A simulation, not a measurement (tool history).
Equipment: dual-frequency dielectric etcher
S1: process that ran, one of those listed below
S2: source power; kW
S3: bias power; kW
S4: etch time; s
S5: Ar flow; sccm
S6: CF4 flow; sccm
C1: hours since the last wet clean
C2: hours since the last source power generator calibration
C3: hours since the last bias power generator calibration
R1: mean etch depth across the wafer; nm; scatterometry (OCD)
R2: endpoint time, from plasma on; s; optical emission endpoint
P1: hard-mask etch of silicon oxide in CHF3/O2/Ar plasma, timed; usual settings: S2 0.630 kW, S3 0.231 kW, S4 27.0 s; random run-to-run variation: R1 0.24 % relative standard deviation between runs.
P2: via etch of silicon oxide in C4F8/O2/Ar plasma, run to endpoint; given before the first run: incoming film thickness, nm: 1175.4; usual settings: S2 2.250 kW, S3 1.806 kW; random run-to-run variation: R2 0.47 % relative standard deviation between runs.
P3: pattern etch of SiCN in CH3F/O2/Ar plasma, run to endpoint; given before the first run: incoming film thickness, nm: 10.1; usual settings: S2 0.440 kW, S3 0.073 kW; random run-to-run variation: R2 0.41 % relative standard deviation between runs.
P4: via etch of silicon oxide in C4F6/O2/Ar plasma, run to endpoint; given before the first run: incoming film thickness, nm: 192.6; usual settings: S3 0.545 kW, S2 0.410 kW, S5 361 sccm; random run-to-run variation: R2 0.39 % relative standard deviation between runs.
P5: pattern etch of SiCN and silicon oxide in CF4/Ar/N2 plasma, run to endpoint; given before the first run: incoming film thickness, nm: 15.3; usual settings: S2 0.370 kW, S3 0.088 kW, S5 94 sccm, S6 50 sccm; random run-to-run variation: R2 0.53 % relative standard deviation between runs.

| run | day | S1 | S2 | S3 | S4 | S5 | S6 | C1 | C2 | C3 | R1 | R2 |
|---|---|---|---|---|---|---|---|---|---|---|---|---|
| 1 | 0.367 | P1 | 0.630 | 0.231 | 27.0 |  |  | 76.2 | 3705.3 | 1848.3 | 58.902 |  |
| 2 | 0.900 | P1 | 0.750 | 0.231 | 27.0 |  |  | 89.0 | 3718.1 | 1861.1 | 62.897 |  |
| 3 | 1.533 | P5 | 0.250 | 0.088 |  | 94 | 50 | 104.2 | 3733.3 | 1876.3 |  | 28.061 |
| 4 | 1.983 | P3 | 0.280 | 0.073 |  |  |  | 115.0 | 3744.1 | 1887.1 |  | 30.346 |
| 5 | 2.388 | P1 | 0.630 | 0.231 | 27.0 |  |  | 124.7 | 3753.8 | 1896.8 | 59.026 |  |
| 6 | 2.783 | P1 | 0.630 | 0.296 | 27.0 |  |  | 134.2 | 3763.3 | 1906.3 | 64.262 |  |
| 7 | 3.271 | P1 | 0.630 | 0.231 | 35.0 |  |  | 145.9 | 3775.0 | 1918.0 | 76.103 |  |
| 8 | 3.796 | P2 | 2.250 | 1.806 |  |  |  | 158.5 | 3787.6 | 1930.6 |  | 224.980 |
| 9 | 4.262 | P1 | 0.630 | 0.231 | 27.0 |  |  | 169.7 | 3798.8 | 1941.8 | 58.772 |  |
| 10 | 4.808 | P4 | 0.410 | 0.762 |  | 361 |  | 182.8 | 3811.9 | 1954.9 |  | 35.254 |
| 11 | 5.279 | P5 | 0.370 | 0.088 |  | 117 | 50 | 194.1 | 3823.2 | 1966.2 |  | 20.597 |
| 12 | 5.871 | P1 | 0.630 | 0.231 | 27.0 |  |  | 208.3 | 3837.4 | 1980.4 | 58.731 |  |
| 13 | 6.404 | P2 | 2.250 | 1.806 |  |  |  | 221.1 | 3850.2 | 1993.2 |  | 226.170 |
| 14 | 6.829 | P1 | 0.630 | 0.231 | 27.0 |  |  | 231.3 | 3860.4 | 2003.4 | 58.700 |  |
| 15 | 7.179 | P4 | 0.410 | 0.545 |  | 361 |  | 239.7 | 3868.8 | 2011.8 |  | 39.954 |
| 16 | 7.612 | P5 | 0.370 | 0.088 |  | 94 | 50 | 250.1 | 3879.2 | 2022.2 |  | 19.980 |
| 17 | 7.946 | P3 | 0.440 | 0.073 |  |  |  | 258.1 | 3887.2 | 2030.2 |  | 25.496 |
| 18 | 8.358 | P5 | 0.370 | 0.088 |  | 94 | 50 | 268.0 | 3897.1 | 2040.1 |  | 19.940 |
| 19 | 8.712 | P4 | 0.270 | 0.545 |  | 361 |  | 276.5 | 3905.6 | 2048.6 |  | 46.350 |
| 20 | 9.183 | P4 | 0.410 | 0.545 |  | 467 |  | 287.8 | 3916.9 | 2059.9 |  | 40.940 |
| 21 | 9.717 | P1 | 0.400 | 0.303 | 27.0 |  |  | 300.6 | 3929.7 | 2072.7 | 54.758 |  |
| 22 | 10.217 | P1 | 0.630 | 0.231 | 17.5 |  |  | 312.6 | 3941.7 | 2084.7 | 38.191 |  |
| 23 | 10.738 | P4 | 0.410 | 0.545 |  | 361 |  | 325.1 | 3954.2 | 2097.2 |  | 39.615 |
| 24 | 11.379 | P3 | 0.440 | 0.103 |  |  |  | 340.5 | 3969.6 | 2112.6 |  | 22.726 |
| 25 | 11.679 | P1 | 0.520 | 0.287 | 27.0 |  |  | 347.7 | 3976.8 | 2119.8 | 59.346 |  |
| 26 | 11.962 | P5 | 0.370 | 0.088 |  | 94 | 71 | 354.5 | 3983.6 | 2126.6 |  | 19.130 |
| 27 | 12.383 | P1 | 0.630 | 0.231 | 27.0 |  |  | 364.6 | 3993.7 | 2136.7 | 58.780 |  |
| 28 | 13.012 | P2 | 1.750 | 1.806 |  |  |  | 379.7 | 4008.8 | 2151.8 |  | 250.570 |
|  | 13.438 | wet clean of the chamber |
| 29 | 13.642 | P5 | 0.370 | 0.116 |  | 94 | 50 | 4.9 | 4023.9 | 2166.9 |  | 17.920 |
| 30 | 14.033 | P1 | 0.450 | 0.231 | 27.0 |  |  | 14.3 | 4033.3 | 2176.3 | 51.843 |  |
| 31 | 14.321 | P2 | 2.250 | 1.262 |  |  |  | 21.2 | 4040.2 | 2183.2 |  | 248.630 |
| 32 | 14.679 | P1 | 0.630 | 0.150 | 27.0 |  |  | 29.8 | 4048.8 | 2191.8 | 50.974 |  |
| 33 | 15.117 | P1 | 0.630 | 0.231 | 27.0 |  |  | 40.3 | 4059.3 | 2202.3 | 58.887 |  |
| 34 | 15.538 | P1 | 0.630 | 0.231 | 27.0 |  |  | 50.4 | 4069.4 | 2212.4 | 59.152 |  |
| 35 | 16.000 | P1 | 0.630 | 0.231 | 27.0 |  |  | 61.5 | 4080.5 | 2223.5 | 59.412 |  |
| 36 | 16.496 | P1 | 0.630 | 0.231 | 27.0 |  |  | 73.4 | 4092.4 | 2235.4 | 59.641 |  |
| 37 | 16.775 | P1 | 0.630 | 0.231 | 27.0 |  |  | 80.1 | 4099.1 | 2242.1 | 59.499 |  |
|  | 16.988 | wet clean of the chamber |
| 38 | 17.283 | P1 | 0.630 | 0.231 | 27.0 |  |  | 7.1 | 4111.3 | 2254.3 | 59.628 |  |
| 39 | 17.788 | P1 | 0.630 | 0.231 | 27.0 |  |  | 19.2 | 4123.4 | 2266.4 | 59.664 |  |
| 40 | 18.229 | P1 | 0.630 | 0.231 | 27.0 |  |  | 29.8 | 4134.0 | 2277.0 | 59.806 |  |
| 41 | 18.642 | P1 | 0.630 | 0.231 | 27.0 |  |  | 39.7 | 4143.9 | 2286.9 | 59.878 |  |
| 42 | 19.067 | P1 | 0.630 | 0.231 | 27.0 |  |  | 49.9 | 4154.1 | 2297.1 | 59.689 |  |

Something has made what P1 gives creep away from where it was; the 2 causes below, each at its own stated size, fit the log equally well:
A: source power that arrives over what is set, % = 4.43
B: bias power that arrives over what is set, % = 4.75
The process output started creeping at around day 15.117.
All other causes, with the reason each is excluded:
chamber walls in a state that raises the etch rate, %: serviced at day 16.988, after the drift had started, without restoring the earlier output

Which of the check runs below tells the causes apart, meaning the causes would give it clearly different results? Each run uses 5 wafers whose results are averaged, and each result is shown as a question mark.
| check 1 | 19.492 | P5 | 0.260 | 0.088 |  | 94 | 50 |  |  |  |  | ? |
| check 2 | 19.492 | P2 | 1.860 | 1.439 |  |  |  |  |  |  |  | ? |
| check 3 | 19.492 | P4 | 0.410 | 0.755 |  | 464 |  |  |  |  |  | ? |
| check 4 | 19.492 | P3 | 0.440 | 0.101 |  |  |  |  |  |  |  | ? |

What each check would give under each cause:
| check | result | if A | if B |
|---|---|---|---|
| check 1 | R2 | 26.019 | 26.546 |
| check 2 | R2 | 254.700 | 256.030 |
| check 3 | R2 | 35.499 | 35.406 |
| check 4 | R2 | 22.565 | 22.532 |
How far apart the two closest causes lie, in the result that separates them most: check 1 2.01 %; check 2 0.52 %; check 3 0.26 %; check 4 0.15 %
Check 1 distinguishes between the causes, while the remaining checks would return nearly the same result for all of them.

Here is what check 1 returned: R2 25.956 s. Which cause is it?

It is A: source power that arrives over what is set, %.
